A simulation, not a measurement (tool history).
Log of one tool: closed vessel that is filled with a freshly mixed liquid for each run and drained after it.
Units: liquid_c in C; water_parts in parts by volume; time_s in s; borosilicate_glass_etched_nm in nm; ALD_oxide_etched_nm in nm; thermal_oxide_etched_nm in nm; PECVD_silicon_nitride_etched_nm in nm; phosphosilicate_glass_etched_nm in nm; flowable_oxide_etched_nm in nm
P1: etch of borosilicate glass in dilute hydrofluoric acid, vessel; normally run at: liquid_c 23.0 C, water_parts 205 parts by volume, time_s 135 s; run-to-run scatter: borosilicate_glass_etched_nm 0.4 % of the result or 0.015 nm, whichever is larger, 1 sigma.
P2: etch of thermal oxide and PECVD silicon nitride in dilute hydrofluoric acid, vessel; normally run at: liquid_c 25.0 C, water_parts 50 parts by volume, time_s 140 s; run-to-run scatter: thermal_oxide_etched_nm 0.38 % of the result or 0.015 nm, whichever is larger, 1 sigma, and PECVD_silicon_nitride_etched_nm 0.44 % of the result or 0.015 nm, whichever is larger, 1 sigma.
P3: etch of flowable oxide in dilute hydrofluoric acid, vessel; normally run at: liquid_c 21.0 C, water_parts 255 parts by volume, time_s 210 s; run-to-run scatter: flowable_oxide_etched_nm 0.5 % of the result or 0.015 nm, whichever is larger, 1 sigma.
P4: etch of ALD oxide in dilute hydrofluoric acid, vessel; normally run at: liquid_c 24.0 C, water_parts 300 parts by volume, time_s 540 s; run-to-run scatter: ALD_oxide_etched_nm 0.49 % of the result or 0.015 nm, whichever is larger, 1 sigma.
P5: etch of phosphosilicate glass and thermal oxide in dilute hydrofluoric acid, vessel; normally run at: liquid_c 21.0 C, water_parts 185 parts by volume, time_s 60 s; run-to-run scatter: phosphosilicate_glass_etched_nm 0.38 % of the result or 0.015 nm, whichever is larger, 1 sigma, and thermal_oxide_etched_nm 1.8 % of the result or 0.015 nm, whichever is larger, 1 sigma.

run   hour  process  liquid_c  water_parts  time_s  hours since the thermometer was replaced  hours since the hydrofluoric acid flow meter was replaced  borosilicate_glass_etched_nm  ALD_oxide_etched_nm  thermal_oxide_etched_nm  PECVD_silicon_nitride_etched_nm  phosphosilicate_glass_etched_nm  flowable_oxide_etched_nm
  1    3.3       P1      23.0          205     135                                     207.2                                                      516.6                        9.7022
  2    7.9       P4      32.0          300     540                                     211.8                                                      521.2                                             37.773
  3   10.8       P2      25.0           50      55                                     214.7                                                      524.1                                                                      5.6770                           2.2556
  4   15.7       P5      21.0          185      60                                     219.6                                                      529.0                                                                      1.2701                                                            53.046
  5   19.3       P1      30.5          355     135                                     223.2                                                      532.6                        6.1767
  6   22.2       P1      23.0          360     135                                     226.1                                                      535.5                        4.7538
  7   26.0       P1      23.0          205     135                                     229.9                                                      539.3                        9.6950
  8   31.2       P1      23.0          205      35                                     235.1                                                      544.5                        2.5086
  9   36.1       P4      24.0          300     985                                     240.0                                                      549.4                                             53.375
 10   40.7       P3      21.0          255     210                                     244.6                                                      554.0                                                                                                                                                                  42.568
 11   47.2       P4      24.0          300     540                                     251.1                                                      560.5                                             29.033
 12   52.1       P1      17.0          205     135                                     256.0                                                      565.4                        7.6834
 13   56.0       P2      19.0           50     140                                     259.9                                                      569.3                                                                     11.2080                           3.7841
 14   60.1       P1      23.0           55     135                                     264.0                                                      573.4                       43.0130
 15   65.9       P2      25.0           50     140                                     269.8                                                      579.2                                                                     14.3360                           5.7378
 16   68.9       P1      23.0          205     135                                     272.8                                                      582.2                        9.7275
 17   71.8       P1      31.0          205     135                                     275.7                                                      585.1                       12.8660
 18   75.6       P5      17.0          185      60                                     279.5                                                      588.9                                                                      1.0565                                                            44.969
 19   78.7       P5      21.0           90      60                                     282.6                                                      592.0                                                                      2.8251                                                           119.890
 20   84.3       P3      27.5          255     210                                     288.2                                                      597.6                                                                                                                                                                  54.006
 21   89.1       P1      31.0          355     135                                     293.0                                                      602.4                        6.2620
 22   94.3       P4      24.0          510     540                                     298.2                                                      607.6                                             14.170
 23   99.1       P2      25.0           80     140                                     303.0                                                      612.4                                                                      8.6129                           3.5964
 24  102.8       P5      21.0          185     110                                     306.7                                                      616.1                                                                      2.2607                                                            96.619
 25  107.3       P1      23.0          205     135                                     311.2                                                      620.6                        9.7185
 26  111.4       P3      21.0          255     210                                     315.3                                                      624.7                                                                                                                                                                  42.088
 27  117.4       P1      23.0          205     220                                     321.3                                                      630.7                       15.9130
 28  121.9       P1      23.0          205     135                                     325.8                                                      635.2                        9.7279
 29  127.8       P3      21.0          255     380                                     331.7                                                      641.1                                                                                                                                                                  76.535
 30  132.7       P3      21.0          470     210                                     336.6                                                      646.0                                                                                                                                                                  19.048
 31  138.2       P1      29.0          115     135                                     342.1                                                      651.5                       24.0250
 32  143.7       P1      23.0          205     135                                     347.6                                                      657.0                        9.6417
 33  147.2       P1      23.0          205     135                                     351.1                                                      660.5                        9.7137
 34  150.3       P1      23.0          205     135                                     354.2                                                      663.6                        9.7386
 35  156.8       P1      23.0          205     135                                     360.7                                                      670.1                       10.0540
 36  160.8       P1      23.0          205     135                                     364.7                                                      674.1                       10.1540
 37  166.0       P1      23.0          205     135                                     369.9                                                      679.3                       10.2090
 38  172.5       P1      23.0          205     135                                     376.4                                                      685.8                       10.2720
 39  175.4       P1      23.0          205     135                                     379.3                                                      688.7                       10.3170
 40  180.8       P1      23.0          205     135                                     384.7                                                      694.1                       10.3710
 41  187.2       P1      23.0          205     135                                     391.1                                                      700.5                       10.2980
 42  193.8       P1      23.0          205     135                                     397.7                                                      707.1                       10.3580
 43  198.0       P1      23.0          205     135                                     401.9                                                      711.3                       10.3760
 44  201.5       P1      23.0          205     135                                     405.4                                                      714.8                       10.4360

What P1 gives has crept away from where it was. These 2 causes fit the log equally well, each at the size given:
A: liquid hotter than its thermometer reads (K) = 1.71
B: hydrofluoric acid flow above the setpoint (%) = 5.33
The creep began at about hour 147.2.

4 check runs are offered, one wafer each, their results left as question marks. Which one tells the causes apart?
check 1  205.0       P3      21.0          255     210                                                                                                                                                                                                                                                                            ?
check 2  205.0       P2      25.0           50     140                                                                                                                                                                                ?                                ?
check 3  205.0       P5      21.0          185      60                                                                                                                                                                                ?                                                                 ?
check 4  205.0       P4      24.0          300     540                                                                                                                                                       ?

What each check would give under each cause:
  check                           result     if A     if B
check 1         flowable_oxide_etched_nm   45.116   45.190
check 2          thermal_oxide_etched_nm  15.3910  15.1780
check 2  PECVD_silicon_nitride_etched_nm   6.3899   6.0006
check 3          thermal_oxide_etched_nm   1.3094   1.3045
check 3  phosphosilicate_glass_etched_nm   56.238   56.025
check 4              ALD_oxide_etched_nm   30.789   31.037
How far apart the two closest causes lie, in the result that separates them most: check 1 0.16 %; check 2 6.29 %; check 3 0.38 %; check 4 0.8 %
Check 2 tells the causes apart: in the others they would give nearly the same result.

Check 2 was then run and gave: thermal_oxide_etched_nm 15.1370 nm; PECVD_silicon_nitride_etched_nm 6.0187 nm. Which cause is it?

It is B: hydrofluoric acid flow above the setpoint (%).

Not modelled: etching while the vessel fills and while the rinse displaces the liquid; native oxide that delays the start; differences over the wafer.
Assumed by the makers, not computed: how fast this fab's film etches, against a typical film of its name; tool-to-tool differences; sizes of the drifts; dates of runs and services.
